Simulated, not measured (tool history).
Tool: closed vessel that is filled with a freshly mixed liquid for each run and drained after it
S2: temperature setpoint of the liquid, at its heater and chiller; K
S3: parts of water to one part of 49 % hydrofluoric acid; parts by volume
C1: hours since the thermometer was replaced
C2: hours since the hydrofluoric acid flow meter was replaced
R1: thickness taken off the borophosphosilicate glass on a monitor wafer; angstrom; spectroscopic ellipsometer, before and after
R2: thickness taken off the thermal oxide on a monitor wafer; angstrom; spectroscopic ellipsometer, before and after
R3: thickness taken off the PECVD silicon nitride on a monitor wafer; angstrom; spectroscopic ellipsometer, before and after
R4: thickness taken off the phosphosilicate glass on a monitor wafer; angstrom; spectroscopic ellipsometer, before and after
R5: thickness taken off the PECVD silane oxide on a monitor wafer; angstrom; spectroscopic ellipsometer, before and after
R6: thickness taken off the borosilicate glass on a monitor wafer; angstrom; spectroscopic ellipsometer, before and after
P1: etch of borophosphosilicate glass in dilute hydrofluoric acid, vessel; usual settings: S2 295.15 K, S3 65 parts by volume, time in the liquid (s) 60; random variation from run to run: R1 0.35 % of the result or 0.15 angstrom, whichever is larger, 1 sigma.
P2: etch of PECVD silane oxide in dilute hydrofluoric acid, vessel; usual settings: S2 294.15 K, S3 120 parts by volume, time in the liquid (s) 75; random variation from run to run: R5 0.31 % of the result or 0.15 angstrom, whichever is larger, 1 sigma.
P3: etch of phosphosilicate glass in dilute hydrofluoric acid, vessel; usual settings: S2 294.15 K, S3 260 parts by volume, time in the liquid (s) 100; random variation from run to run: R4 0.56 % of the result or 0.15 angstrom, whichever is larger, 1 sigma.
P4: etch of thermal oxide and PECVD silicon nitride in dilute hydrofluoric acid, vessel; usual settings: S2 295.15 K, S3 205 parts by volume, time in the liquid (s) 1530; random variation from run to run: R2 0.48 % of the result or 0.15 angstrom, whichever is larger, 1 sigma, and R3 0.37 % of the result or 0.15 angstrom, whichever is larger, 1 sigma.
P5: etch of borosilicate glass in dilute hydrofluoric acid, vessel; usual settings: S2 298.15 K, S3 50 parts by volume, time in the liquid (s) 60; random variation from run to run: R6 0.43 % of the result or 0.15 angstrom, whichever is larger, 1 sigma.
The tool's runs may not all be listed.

Run 1, day 0.292: process that ran P1, S2 295.15 K, S3 65 parts by volume, time in the liquid (s) 60; C1 1779.2; C2 253.5. Result: R1 449.61 angstrom.
Run 2, day 0.796: process that ran P4, S2 295.15 K, S3 205 parts by volume, time in the liquid (s) 2340; C1 1791.3; C2 265.6. Result: R2 432.96 angstrom, R3 580.36 angstrom.
Run 3, day 1.196: process that ran P1, S2 295.15 K, S3 65 parts by volume, time in the liquid (s) 60; C1 1800.9; C2 275.2. Result: R1 449.50 angstrom.
Run 4, day 1.588: process that ran P1, S2 295.15 K, S3 65 parts by volume, time in the liquid (s) 60; C1 1810.3; C2 284.6. Result: R1 450.84 angstrom.
Run 5, day 1.883: process that ran P1, S2 302.65 K, S3 85 parts by volume, time in the liquid (s) 60; C1 1817.4; C2 291.7. Result: R1 455.48 angstrom.
Run 6, day 2.242: process that ran P1, S2 295.15 K, S3 65 parts by volume, time in the liquid (s) 60; C1 1826.0; C2 300.3. Result: R1 450.94 angstrom.
Run 7, day 2.521: process that ran P3, S2 300.65 K, S3 260 parts by volume, time in the liquid (s) 100; C1 1832.7; C2 307.0. Result: R4 309.18 angstrom.
Run 8, day 2.971: process that ran P2, S2 294.15 K, S3 120 parts by volume, time in the liquid (s) 30; C1 1843.5; C2 317.8. Result: R5 110.45 angstrom.
Run 9, day 3.233: process that ran P5, S2 298.15 K, S3 50 parts by volume, time in the liquid (s) 60; C1 1849.8; C2 324.1. Result: R6 305.90 angstrom.
Run 10, day 3.529: process that ran P4, S2 302.15 K, S3 205 parts by volume, time in the liquid (s) 1530; C1 1856.9; C2 331.2. Result: R2 360.61 angstrom, R3 585.44 angstrom.
Run 11, day 3.954: process that ran P4, S2 295.15 K, S3 205 parts by volume, time in the liquid (s) 1530; C1 1867.1; C2 341.4. Result: R2 282.85 angstrom, R3 378.76 angstrom.
Run 12, day 4.304: process that ran P1, S2 302.65 K, S3 65 parts by volume, time in the liquid (s) 60; C1 1875.5; C2 349.8. Result: R1 609.16 angstrom.
Run 13, day 4.792: process that ran P1, S2 295.15 K, S3 100 parts by volume, time in the liquid (s) 60; C1 1887.2; C2 361.5. Result: R1 281.55 angstrom.
Run 14, day 5.062: process that ran P1, S2 295.15 K, S3 65 parts by volume, time in the liquid (s) 60; C1 1893.7; C2 368.0. Result: R1 453.36 angstrom.
Run 15, day 5.383: process that ran P1, S2 290.15 K, S3 65 parts by volume, time in the liquid (s) 60; C1 1901.4; C2 375.7. Result: R1 367.89 angstrom.
Run 16, day 5.858: process that ran P3, S2 294.15 K, S3 260 parts by volume, time in the liquid (s) 175; C1 1912.8; C2 387.1. Result: R4 430.58 angstrom.
Run 17, day 6.304: process that ran P2, S2 294.15 K, S3 205 parts by volume, time in the liquid (s) 75; C1 1923.5; C2 397.8. Result: R5 147.14 angstrom.
Run 18, day 6.550: process that ran P4, S2 295.15 K, S3 345 parts by volume, time in the liquid (s) 1530; C1 1929.4; C2 403.7. Result: R2 146.78 angstrom, R3 227.62 angstrom.
Run 19, day 6.788: process that ran P5, S2 304.65 K, S3 50 parts by volume, time in the liquid (s) 60; C1 1935.1; C2 409.4. Result: R6 396.39 angstrom.
Run 20, day 7.083: process that ran P2, S2 294.15 K, S3 120 parts by volume, time in the liquid (s) 75; C1 1942.2; C2 416.5. Result: R5 274.26 angstrom.
Run 21, day 7.488: process that ran P1, S2 295.15 K, S3 65 parts by volume, time in the liquid (s) 60; C1 1951.9; C2 426.2. Result: R1 450.79 angstrom.
Run 22, day 7.946: process that ran P1, S2 295.15 K, S3 65 parts by volume, time in the liquid (s) 30; C1 1962.9; C2 437.2. Result: R1 225.66 angstrom.
Run 23, day 8.350: process that ran P3, S2 294.15 K, S3 260 parts by volume, time in the liquid (s) 100; C1 1972.6; C2 446.9. Result: R4 246.80 angstrom.
Run 24, day 8.854: process that ran P2, S2 298.15 K, S3 120 parts by volume, time in the liquid (s) 75; C1 1984.7; C2 459.0. Result: R5 322.31 angstrom.

Run 25 comes next. What will it give?
Run 25, day 9.104: process that ran P1, S2 295.15 K, S3 25 parts by volume, time in the liquid (s) 60; C1 1990.7; C2 465.0. Result: R1 ?.

{"run 25": {"R1": 1235.0}}

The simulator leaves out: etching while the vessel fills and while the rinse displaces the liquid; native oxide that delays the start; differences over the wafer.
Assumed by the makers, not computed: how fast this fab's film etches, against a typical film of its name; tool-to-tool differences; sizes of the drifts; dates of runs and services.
